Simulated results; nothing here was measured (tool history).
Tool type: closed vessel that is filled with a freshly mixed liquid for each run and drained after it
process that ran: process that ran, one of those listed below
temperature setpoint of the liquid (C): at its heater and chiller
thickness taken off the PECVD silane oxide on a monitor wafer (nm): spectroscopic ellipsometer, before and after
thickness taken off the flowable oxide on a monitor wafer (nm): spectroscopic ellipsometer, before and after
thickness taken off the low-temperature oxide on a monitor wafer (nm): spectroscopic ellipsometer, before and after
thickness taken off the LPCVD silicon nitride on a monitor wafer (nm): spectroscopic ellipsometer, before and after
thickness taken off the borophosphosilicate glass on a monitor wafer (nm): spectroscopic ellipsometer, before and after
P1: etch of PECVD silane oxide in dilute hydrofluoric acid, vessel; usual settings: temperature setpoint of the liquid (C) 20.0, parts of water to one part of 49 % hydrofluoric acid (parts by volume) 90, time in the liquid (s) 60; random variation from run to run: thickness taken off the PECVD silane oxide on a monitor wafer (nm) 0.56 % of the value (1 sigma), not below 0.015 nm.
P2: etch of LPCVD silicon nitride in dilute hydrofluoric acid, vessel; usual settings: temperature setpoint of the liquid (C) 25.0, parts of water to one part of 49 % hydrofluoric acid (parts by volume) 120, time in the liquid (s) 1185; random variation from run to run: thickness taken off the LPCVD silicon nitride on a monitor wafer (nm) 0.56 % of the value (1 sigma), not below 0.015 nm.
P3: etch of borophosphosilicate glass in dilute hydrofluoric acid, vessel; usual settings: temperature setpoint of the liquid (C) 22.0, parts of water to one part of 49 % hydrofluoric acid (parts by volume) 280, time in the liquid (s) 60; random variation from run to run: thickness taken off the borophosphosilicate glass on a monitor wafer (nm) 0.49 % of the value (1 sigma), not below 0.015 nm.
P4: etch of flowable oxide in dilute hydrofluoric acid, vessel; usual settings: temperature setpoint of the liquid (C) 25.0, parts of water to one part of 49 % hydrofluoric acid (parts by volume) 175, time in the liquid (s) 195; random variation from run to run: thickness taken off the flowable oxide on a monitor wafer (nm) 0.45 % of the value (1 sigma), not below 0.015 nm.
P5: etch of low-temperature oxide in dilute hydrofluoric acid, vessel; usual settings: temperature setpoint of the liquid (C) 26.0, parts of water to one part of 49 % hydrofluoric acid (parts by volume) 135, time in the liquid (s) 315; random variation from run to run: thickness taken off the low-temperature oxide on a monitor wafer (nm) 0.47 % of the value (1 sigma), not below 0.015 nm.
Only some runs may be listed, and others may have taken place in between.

run,hour,process that ran,temperature setpoint of the liquid (C),parts of water to one part of 49 % hydrofluoric acid (parts by volume),time in the liquid (s),thickness taken off the PECVD silane oxide on a monitor wafer (nm),thickness taken off the flowable oxide on a monitor wafer (nm),thickness taken off the low-temperature oxide on a monitor wafer (nm),thickness taken off the LPCVD silicon nitride on a monitor wafer (nm),thickness taken off the borophosphosilicate glass on a monitor wafer (nm)
1,15.4,P1,20.0,90,60,28.186,,,,
2,26.1,P4,17.0,175,195,,26.329,,,
3,41.8,P5,26.0,60,315,,,139.600,,
4,56.2,P1,25.5,90,60,35.156,,,,
5,66.8,P4,25.0,175,195,,36.081,,,
6,75.1,P5,20.5,135,315,,,45.367,,
7,90.2,P1,24.0,30,60,107.690,,,,
8,105.0,P4,25.0,60,195,,120.140,,,
9,122.2,P4,25.0,175,345,,63.521,,,
10,139.7,P2,25.0,30,1185,,,,19.6990,
11,149.7,P3,22.0,280,105,,,,,14.2870
12,159.2,P5,26.0,135,315,,,56.489,,
13,169.1,P1,20.0,90,60,28.293,,,,
14,184.7,P1,20.0,90,90,41.636,,,,
15,193.4,P1,20.0,90,60,28.042,,,,
16,202.6,P2,17.5,120,1185,,,,3.0539,
17,220.3,P1,20.0,90,30,14.014,,,,
18,232.9,P3,22.0,280,60,,,,,8.1951
19,247.4,P1,20.0,50,105,93.198,,,,
20,256.8,P2,25.0,120,630,,,,2.6849,
21,265.4,P1,20.0,90,60,28.367,,,,
22,280.7,P1,20.0,90,60,28.028,,,,
23,292.7,P1,20.0,20,60,136.810,,,,
24,300.9,P2,25.0,120,1185,,,,5.0176,
25,314.4,P3,22.0,85,60,,,,,33.2100
26,327.8,P3,26.5,280,60,,,,,9.4990
27,343.7,P1,17.0,90,60,25.172,,,,
28,357.8,P5,26.0,135,140,,,25.233,,
29,370.1,P1,20.0,135,60,17.868,,,,
30,378.8,P1,20.0,90,60,28.122,,,,
31,393.7,P1,20.0,90,60,29.080,,,,
32,403.1,P1,20.0,90,60,29.478,,,,
33,415.9,P1,20.0,90,60,29.797,,,,
34,425.5,P1,20.0,90,60,29.682,,,,
35,440.2,P1,20.0,90,60,30.051,,,,
36,450.4,P1,20.0,90,60,30.321,,,,
37,458.8,P1,20.0,90,60,29.917,,,,
38,474.0,P1,20.0,90,60,30.163,,,,

The log shows P1 creeping away from where it was. Any of the 2 causes listed here, at the size stated for it, fits the log just as well as the others:
A: liquid hotter than its thermometer reads (K) = 1.73
B: hydrofluoric acid flow above the setpoint (%) = 6.63
The creep began at about hour 378.8.

The check runs listed below each take one wafer, and their results are still question marks. Under which run would the listed causes lead to clearly different results?
check 1,489.2,P3,22.0,170,90,,,,,?
check 2,489.2,P5,21.5,60,315,,,?,,
check 3,489.2,P4,18.5,100,195,,?,,,
check 4,489.2,P2,18.0,35,1185,,,,?,

Expected result of each check under each candidate cause:
check,result,if A,if B
check 1,thickness taken off the borophosphosilicate glass on a monitor wafer (nm),24.0700,24.3000
check 2,thickness taken off the low-temperature oxide on a monitor wafer (nm),125.240,124.890
check 3,thickness taken off the flowable oxide on a monitor wafer (nm),56.822,56.793
check 4,thickness taken off the LPCVD silicon nitride on a monitor wafer (nm),11.7250,11.0420
Distance between the nearest two causes, measured in the result of the check that separates them most: check 1 0.95 %; check 2 0.28 %; check 3 0.05 %; check 4 6 %
Check 4 tells the causes apart: in the others they would give nearly the same result.

Here is what check 4 returned: thickness taken off the LPCVD silicon nitride on a monitor wafer (nm) 11.8570. Which cause is it?

Of the candidate causes, it is A: liquid hotter than its thermometer reads (K).

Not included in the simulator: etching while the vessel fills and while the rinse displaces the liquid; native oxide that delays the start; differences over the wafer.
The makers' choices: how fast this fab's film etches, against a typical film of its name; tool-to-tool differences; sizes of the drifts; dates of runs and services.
